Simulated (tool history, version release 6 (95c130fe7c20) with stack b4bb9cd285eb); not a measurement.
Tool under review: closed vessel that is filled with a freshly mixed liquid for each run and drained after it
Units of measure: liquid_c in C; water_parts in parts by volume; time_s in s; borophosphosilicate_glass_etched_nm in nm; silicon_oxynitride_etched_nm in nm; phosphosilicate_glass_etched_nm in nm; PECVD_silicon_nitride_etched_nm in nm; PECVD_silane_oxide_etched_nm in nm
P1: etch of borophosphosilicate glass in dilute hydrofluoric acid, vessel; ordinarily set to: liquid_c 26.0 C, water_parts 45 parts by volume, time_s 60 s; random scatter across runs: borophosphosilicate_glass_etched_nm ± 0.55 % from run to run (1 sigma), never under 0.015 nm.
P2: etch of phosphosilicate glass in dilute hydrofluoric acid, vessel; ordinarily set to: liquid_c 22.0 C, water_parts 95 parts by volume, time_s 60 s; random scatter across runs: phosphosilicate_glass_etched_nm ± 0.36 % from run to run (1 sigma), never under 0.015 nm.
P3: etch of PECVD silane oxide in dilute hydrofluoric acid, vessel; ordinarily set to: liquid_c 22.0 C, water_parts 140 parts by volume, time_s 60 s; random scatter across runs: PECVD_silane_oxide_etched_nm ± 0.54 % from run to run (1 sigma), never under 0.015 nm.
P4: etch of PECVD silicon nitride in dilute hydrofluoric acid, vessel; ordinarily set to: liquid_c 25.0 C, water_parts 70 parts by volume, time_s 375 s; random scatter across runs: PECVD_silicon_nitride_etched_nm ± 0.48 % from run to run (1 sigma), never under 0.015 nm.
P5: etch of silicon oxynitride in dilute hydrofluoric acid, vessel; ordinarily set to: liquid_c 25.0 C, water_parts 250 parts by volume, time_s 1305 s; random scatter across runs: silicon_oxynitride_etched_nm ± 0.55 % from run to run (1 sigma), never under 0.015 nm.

run,hour,process,liquid_c,water_parts,time_s,hours since the thermometer was replaced,hours since the hydrofluoric acid flow meter was replaced,borophosphosilicate_glass_etched_nm,silicon_oxynitride_etched_nm,phosphosilicate_glass_etched_nm,PECVD_silicon_nitride_etched_nm,PECVD_silane_oxide_etched_nm
1,8.7,P1,26.0,45,60,356.6,856.5,120.520,,,,
2,22.2,P1,26.0,45,60,370.1,870.0,119.430,,,,
3,30.3,P1,20.0,20,60,378.2,878.1,215.440,,,,
4,41.2,P1,26.0,30,60,389.1,889.0,181.410,,,,
5,48.6,P1,26.0,45,60,396.5,896.4,120.120,,,,
6,57.4,P5,25.0,250,740,405.3,905.2,,6.2792,,,
7,70.6,P1,26.0,45,60,418.5,918.4,119.460,,,,
8,81.5,P1,18.0,45,60,429.4,929.3,85.583,,,,
9,94.0,P5,25.0,250,1305,441.9,941.8,,11.1150,,,
10,101.2,P2,22.0,155,60,449.1,949.0,,,39.163,,
11,108.3,P2,22.0,95,60,456.2,956.1,,,68.277,,
12,117.0,P5,29.5,250,1305,464.9,964.8,,13.4700,,,
13,124.6,P1,30.0,45,60,472.5,972.4,140.710,,,,
14,137.0,P4,18.5,70,375,484.9,984.8,,,,6.2422,
15,144.4,P3,22.0,60,60,492.3,992.2,,,,,33.6110
16,157.0,P2,17.0,95,60,504.9,1004.8,,,55.416,,
17,169.5,P5,25.0,355,1305,517.4,1017.3,,7.3286,,,
18,175.6,P3,17.5,140,60,523.5,1023.4,,,,,10.9050
19,183.1,P1,26.0,45,30,531.0,1030.9,60.046,,,,
20,190.7,P1,26.0,45,60,538.6,1038.5,120.360,,,,
21,204.2,P3,22.0,140,60,552.1,1052.0,,,,,13.1850
22,212.0,P2,22.0,95,100,559.9,1059.8,,,114.630,,
23,224.8,P1,26.0,70,60,572.7,1072.6,74.128,,,,
24,231.6,P1,26.0,30,35,579.5,1079.4,107.570,,,,
25,237.9,P2,22.0,95,60,585.8,1085.7,,,68.146,,
26,249.6,P4,25.0,70,375,597.5,1097.4,,,,9.7026,
27,261.0,P3,22.0,140,35,608.9,1108.8,,,,,7.6312
28,272.2,P1,26.0,45,85,620.1,1120.0,170.930,,,,
29,281.0,P4,25.0,115,375,628.9,1128.8,,,,5.9516,
30,291.8,P4,25.0,70,700,639.7,1139.6,,,,18.2440,
31,301.6,P5,25.0,250,1305,649.5,1149.4,,11.0750,,,
32,310.5,P1,26.0,45,60,658.4,1158.3,120.190,,,,
33,319.5,P1,26.0,45,60,667.4,1167.3,115.650,,,,
34,326.1,P1,26.0,45,60,674.0,1173.9,113.630,,,,
35,333.1,P1,26.0,45,60,681.0,1180.9,111.410,,,,
36,343.9,P1,26.0,45,60,691.8,1191.7,111.190,,,,
37,352.6,P1,26.0,45,60,700.5,1200.4,109.820,,,,
38,364.0,P1,26.0,45,60,711.9,1211.8,108.970,,,,
39,374.8,P1,26.0,45,60,722.7,1222.6,109.390,,,,
40,383.3,P1,26.0,45,60,731.2,1231.1,109.810,,,,
41,390.5,P1,26.0,45,60,738.4,1238.3,108.230,,,,

What P1 gives has crept away from where it was. These 2 causes fit the log equally well, each at the size given:
A: hydrofluoric acid flow below the setpoint (%) = 8.53
B: liquid colder than its thermometer reads (K) = 2.32
Onset of the creep was near hour 310.5.

Consider the 4 single-wafer check runs listed below, results given as question marks: which one distinguishes between the causes by giving clearly different results for each?
check 1,397.7,P5,25.0,250,1305,,,,?,,,
check 2,397.7,P4,25.0,70,375,,,,,,?,
check 3,397.7,P3,22.0,140,60,,,,,,,?
check 4,397.7,P2,22.0,95,60,,,,,?,,

If the cause were each of the candidates in turn, the checks would give the following:
check,result,if A,if B
check 1,silicon_oxynitride_etched_nm,10.0430,10.0950
check 2,PECVD_silicon_nitride_etched_nm,8.8891,8.3115
check 3,PECVD_silane_oxide_etched_nm,11.8120,11.9470
check 4,phosphosilicate_glass_etched_nm,62.009,62.299
Gap, in per cent, between the two causes that each check separates least, read from the result that separates them most: check 1 0.51 %; check 2 6.72 %; check 3 1.14 %; check 4 0.47 %
Of the check runs offered, only check 2 discriminates between the causes; the rest would read about the same regardless of which cause applies.

Check 2 was then run and gave: PECVD_silicon_nitride_etched_nm 8.3657 nm. Which cause is it?

B is the cause: liquid colder than its thermometer reads (K).
